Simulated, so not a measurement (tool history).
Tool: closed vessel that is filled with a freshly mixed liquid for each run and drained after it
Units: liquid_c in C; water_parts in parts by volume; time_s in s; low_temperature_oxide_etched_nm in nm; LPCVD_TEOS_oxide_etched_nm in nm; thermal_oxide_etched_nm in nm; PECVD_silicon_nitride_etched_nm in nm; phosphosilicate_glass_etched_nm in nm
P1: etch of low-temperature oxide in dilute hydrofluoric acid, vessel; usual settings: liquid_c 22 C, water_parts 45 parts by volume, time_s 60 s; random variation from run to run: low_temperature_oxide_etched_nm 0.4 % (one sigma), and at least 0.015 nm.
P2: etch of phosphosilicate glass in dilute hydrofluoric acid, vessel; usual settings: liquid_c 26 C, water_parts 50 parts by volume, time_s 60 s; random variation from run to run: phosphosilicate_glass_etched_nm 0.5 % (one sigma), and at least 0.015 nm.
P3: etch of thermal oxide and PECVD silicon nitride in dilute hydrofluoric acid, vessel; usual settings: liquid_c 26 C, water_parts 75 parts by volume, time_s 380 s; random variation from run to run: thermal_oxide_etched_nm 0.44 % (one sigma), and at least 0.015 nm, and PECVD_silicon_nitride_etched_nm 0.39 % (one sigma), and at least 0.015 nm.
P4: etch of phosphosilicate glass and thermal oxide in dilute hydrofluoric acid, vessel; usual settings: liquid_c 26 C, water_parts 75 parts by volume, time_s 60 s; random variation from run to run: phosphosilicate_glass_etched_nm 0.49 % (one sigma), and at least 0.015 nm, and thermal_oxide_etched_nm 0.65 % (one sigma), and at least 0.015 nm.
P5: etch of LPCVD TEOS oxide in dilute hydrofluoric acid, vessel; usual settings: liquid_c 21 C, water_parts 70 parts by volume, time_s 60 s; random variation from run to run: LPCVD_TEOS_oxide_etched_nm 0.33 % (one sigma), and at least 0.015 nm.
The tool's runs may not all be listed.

| run | hour | process | liquid_c | water_parts | time_s | low_temperature_oxide_etched_nm | LPCVD_TEOS_oxide_etched_nm | thermal_oxide_etched_nm | PECVD_silicon_nitride_etched_nm | phosphosilicate_glass_etched_nm |
|---|---|---|---|---|---|---|---|---|---|---|
| 1 | 10.4 | P1 | 22 | 45 | 60 | 47.729 |  |  |  |  |
| 2 | 21.5 | P5 | 21 | 70 | 60 |  | 20.181 |  |  |  |
| 3 | 32.3 | P3 | 30 | 75 | 380 |  |  | 31.3 | 27.599 |  |
| 4 | 42.7 | P4 | 26 | 75 | 60 |  |  | 4.119 |  | 181.65 |
|  | 51.7 | thermometer replaced |
| 5 | 55.3 | P3 | 26 | 75 | 380 |  |  | 26.533 | 21.342 |  |
| 6 | 62.6 | P1 | 22 | 45 | 60 | 47.19 |  |  |  |  |
| 7 | 69.7 | P2 | 26 | 50 | 120 |  |  |  |  | 222.42 |
| 8 | 81.1 | P1 | 22 | 20 | 60 | 110.32 |  |  |  |  |
| 9 | 87.7 | P1 | 22 | 45 | 60 | 47.406 |  |  |  |  |
| 10 | 98.7 | P5 | 17 | 70 | 60 |  | 16.938 |  |  |  |
| 11 | 109.9 | P5 | 21 | 70 | 30 |  | 10.007 |  |  |  |
| 12 | 118.1 | P1 | 22 | 45 | 60 | 47.533 |  |  |  |  |
| 13 | 125.9 | P2 | 22 | 50 | 60 |  |  |  |  | 94.627 |
| 14 | 132.3 | P1 | 30 | 45 | 60 | 65.256 |  |  |  |  |
| 15 | 139.7 | P1 | 22 | 65 | 60 | 31.791 |  |  |  |  |
| 16 | 152.5 | P4 | 26 | 75 | 105 |  |  | 7.2364 |  | 318.48 |
| 17 | 162.9 | P1 | 22 | 45 | 60 | 47.804 |  |  |  |  |
| 18 | 173.8 | P2 | 26 | 50 | 60 |  |  |  |  | 112.58 |
| 19 | 187.9 | P1 | 22 | 70 | 115 | 56.635 |  |  |  |  |
| 20 | 201.9 | P3 | 26 | 75 | 30 |  |  | 2.0903 | 1.6733 |  |
| 21 | 214.4 | P5 | 21 | 70 | 60 |  | 20.091 |  |  |  |
|  | 221.4 | hydrofluoric acid flow meter replaced |
| 22 | 228.6 | P5 | 21 | 35 | 60 |  | 42.27 |  |  |  |
| 23 | 239.5 | P1 | 22 | 45 | 110 | 86.824 |  |  |  |  |
| 24 | 247.7 | P1 | 22 | 45 | 30 | 23.85 |  |  |  |  |
| 25 | 254.4 | P2 | 26 | 70 | 60 |  |  |  |  | 76.915 |
| 26 | 264.7 | P4 | 26 | 30 | 60 |  |  | 11.105 |  | 479.49 |
| 27 | 272 | P3 | 26 | 115 | 380 |  |  | 16.45 | 13.965 |  |
| 28 | 284.5 | P4 | 31.5 | 75 | 60 |  |  | 5.1989 |  | 223.69 |
| 29 | 291 | P3 | 26 | 75 | 380 |  |  | 26.844 | 21.172 |  |
| 30 | 305.4 | P1 | 25.5 | 30 | 60 | 83.891 |  |  |  |  |
| 31 | 314.7 | P1 | 18 | 45 | 60 | 39.951 |  |  |  |  |
| 32 | 327.2 | P1 | 22 | 45 | 60 | 47.285 |  |  |  |  |
| 33 | 335.8 | P1 | 22 | 45 | 60 | 46.625 |  |  |  |  |
| 34 | 349.9 | P1 | 22 | 45 | 60 | 45.112 |  |  |  |  |
| 35 | 361.1 | P1 | 22 | 45 | 60 | 44.306 |  |  |  |  |
| 36 | 373.6 | P1 | 22 | 45 | 60 | 43.861 |  |  |  |  |
| 37 | 387.3 | P1 | 22 | 45 | 60 | 43.116 |  |  |  |  |
| 38 | 399.1 | P1 | 22 | 45 | 60 | 43.364 |  |  |  |  |
| 39 | 408.6 | P1 | 22 | 45 | 60 | 43.423 |  |  |  |  |
| 40 | 417.6 | P1 | 22 | 45 | 60 | 42.866 |  |  |  |  |
| 41 | 428.6 | P1 | 22 | 45 | 60 | 42.876 |  |  |  |  |
| 42 | 436.6 | P1 | 22 | 45 | 60 | 43.166 |  |  |  |  |

What P1 gives has crept away from where it was. These 2 causes fit the log equally well, each at the size given:
A: liquid colder than its thermometer reads (K) = 2.22
B: hydrofluoric acid flow below the setpoint (%) = 8.45
The creep began at about hour 327.2.

4 check runs are offered, one wafer each, their results left as question marks. Which one tells the causes apart?
| check 1 | 444.6 | P2 | 26 | 50 | 60 |  |  |  |  | ? |
| check 2 | 444.6 | P4 | 26 | 75 | 60 |  |  | ? |  | ? |
| check 3 | 444.6 | P5 | 21 | 70 | 60 |  | ? |  |  |  |
| check 4 | 444.6 | P3 | 26 | 75 | 380 |  |  | ? | ? |  |

What each check would give under each cause:
| check | result | if A | if B |
|---|---|---|---|
| check 1 | phosphosilicate_glass_etched_nm | 102.26 | 101.87 |
| check 2 | thermal_oxide_etched_nm | 3.7899 | 3.7576 |
| check 2 | phosphosilicate_glass_etched_nm | 166.17 | 164.75 |
| check 3 | LPCVD_TEOS_oxide_etched_nm | 18.336 | 18.284 |
| check 4 | thermal_oxide_etched_nm | 24.434 | 24.226 |
| check 4 | PECVD_silicon_nitride_etched_nm | 18.389 | 19.518 |
How far apart the two closest causes lie, in the result that separates them most: check 1 0.39 %; check 2 0.86 %; check 3 0.29 %; check 4 5.96 %
Check 4 tells the causes apart: in the others they would give nearly the same result.

Check 4 was then run and gave: thermal_oxide_etched_nm 24.197 nm; PECVD_silicon_nitride_etched_nm 19.463 nm. Which cause is it?

It is B: hydrofluoric acid flow below the setpoint (%).
